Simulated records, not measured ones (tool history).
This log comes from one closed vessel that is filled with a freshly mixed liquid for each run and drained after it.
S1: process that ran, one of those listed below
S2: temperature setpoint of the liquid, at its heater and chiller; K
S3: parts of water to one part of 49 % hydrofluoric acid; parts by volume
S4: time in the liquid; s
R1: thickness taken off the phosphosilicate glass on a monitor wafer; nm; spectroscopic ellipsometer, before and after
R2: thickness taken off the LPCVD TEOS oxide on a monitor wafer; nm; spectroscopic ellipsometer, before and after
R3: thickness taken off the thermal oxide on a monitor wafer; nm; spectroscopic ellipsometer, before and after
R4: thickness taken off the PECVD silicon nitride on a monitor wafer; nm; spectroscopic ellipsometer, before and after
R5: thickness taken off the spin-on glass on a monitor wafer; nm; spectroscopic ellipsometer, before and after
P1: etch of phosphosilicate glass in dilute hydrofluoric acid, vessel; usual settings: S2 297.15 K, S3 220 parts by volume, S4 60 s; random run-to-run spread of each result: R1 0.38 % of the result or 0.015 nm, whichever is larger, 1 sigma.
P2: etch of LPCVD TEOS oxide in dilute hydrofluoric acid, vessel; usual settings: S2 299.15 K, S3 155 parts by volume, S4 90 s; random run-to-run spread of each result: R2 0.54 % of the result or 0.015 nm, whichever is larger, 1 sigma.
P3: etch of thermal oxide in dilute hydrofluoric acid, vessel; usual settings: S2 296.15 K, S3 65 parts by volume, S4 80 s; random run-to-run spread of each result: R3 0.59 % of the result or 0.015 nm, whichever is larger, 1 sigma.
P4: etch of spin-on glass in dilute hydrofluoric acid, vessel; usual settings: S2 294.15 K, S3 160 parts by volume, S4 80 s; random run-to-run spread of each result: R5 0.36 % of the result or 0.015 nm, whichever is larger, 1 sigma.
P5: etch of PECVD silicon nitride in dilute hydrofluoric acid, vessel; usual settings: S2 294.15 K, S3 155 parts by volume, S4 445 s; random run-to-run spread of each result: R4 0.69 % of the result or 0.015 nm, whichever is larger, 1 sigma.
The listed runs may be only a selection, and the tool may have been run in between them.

run	hour	S1	S2	S3	S4	R1	R2	R3	R4	R5
1	12.5	P1	297.15	220	60	21.621				
2	21.1	P2	299.15	215	90		15.253			
3	32.3	P3	291.15	65	80			4.912		
4	48.5	P5	294.15	155	445				4.1005	
5	60.3	P2	299.15	155	90		22.417			
6	79.1	P4	294.15	160	30					5.7126
7	87.6	P3	296.15	65	80			6.1099		
8	107	P5	294.15	155	445				4.1338	
9	117.2	P5	294.15	155	30				0.27994	
10	136.7	P2	294.15	155	90		18.695			
11	148.5	P5	300.15	155	445				6.0542	
12	158.5	P1	297.15	390	60	10.34				
13	171.4	P1	297.15	135	60	38.466				
14	182.1	P1	297.15	310	30	6.9278				
15	198.5	P5	294.15	65	445				9.6926	
16	218	P1	297.15	220	30	10.834				
17	230	P1	297.15	220	60	21.737				
18	248.3	P3	296.15	65	30			2.2975		
19	258	P4	294.15	160	80					15.152
20	270.1	P2	299.15	155	45		11.254			
21	282.2	P1	297.15	220	60	21.558				
22	299.2	P1	292.65	220	60	18.21				
23	313.6	P4	290.15	160	80					12.789
24	327.4	P1	297.15	220	60	21.568				
25	346	P4	294.15	275	80					7.8317
26	364.3	P1	301.15	220	60	24.967				
27	374.6	P4	294.15	160	80					15.06
# hour 383.1: thermometer replaced
28	387	P1	297.15	220	60	21.568				
29	404.2	P3	296.15	65	80			6.0014		
30	423.2	P3	296.15	35	80			11.67		
31	432.7	P1	297.15	220	110	39.463				
32	442.6	P1	297.15	220	60	21.606				
33	453.9	P1	297.15	220	60	21.943				
34	467.6	P1	297.15	220	60	22.258				
35	487.2	P1	297.15	220	60	22.422				
36	495.7	P1	297.15	220	60	22.62				
37	510.2	P1	297.15	220	60	22.638				
38	524.5	P1	297.15	220	60	22.702				
39	533.5	P1	297.15	220	60	22.655				
40	546.2	P1	297.15	220	60	22.9				
41	563.5	P1	297.15	220	60	22.81				

What P1 gives has crept away from where it was. These 2 causes fit the log equally well, each at the size given:
A: liquid hotter than its thermometer reads (K) = 1.48
B: hydrofluoric acid flow above the setpoint (%) = 4.45
Creep in the process output first set in at about hour 442.6.

4 check runs are offered, one wafer each, their results left as question marks. Which one tells the causes apart?
check 1	580.8	P2	299.15	155	90		?			
check 2	580.8	P5	294.15	155	445				?	
check 3	580.8	P4	294.15	160	80					?
check 4	580.8	P3	296.15	65	80			?		

Predicted outcomes, by check and by cause:
check	result	if A	if B
check 1	R2	23.714	23.633
check 2	R4	4.5507	4.3087
check 3	R5	16	15.892
check 4	R3	6.4672	6.382
Gap, in per cent, between the two causes that each check separates least, read from the result that separates them most: check 1 0.34 %; check 2 5.47 %; check 3 0.67 %; check 4 1.33 %
Check 2 is the one run that separates the causes; every other check would come out nearly the same whichever cause is at work.

Check 2 has now been run. It gave: R4 4.5669 nm. Which of the candidate causes is it?

Of the candidate causes, it is A: liquid hotter than its thermometer reads (K).
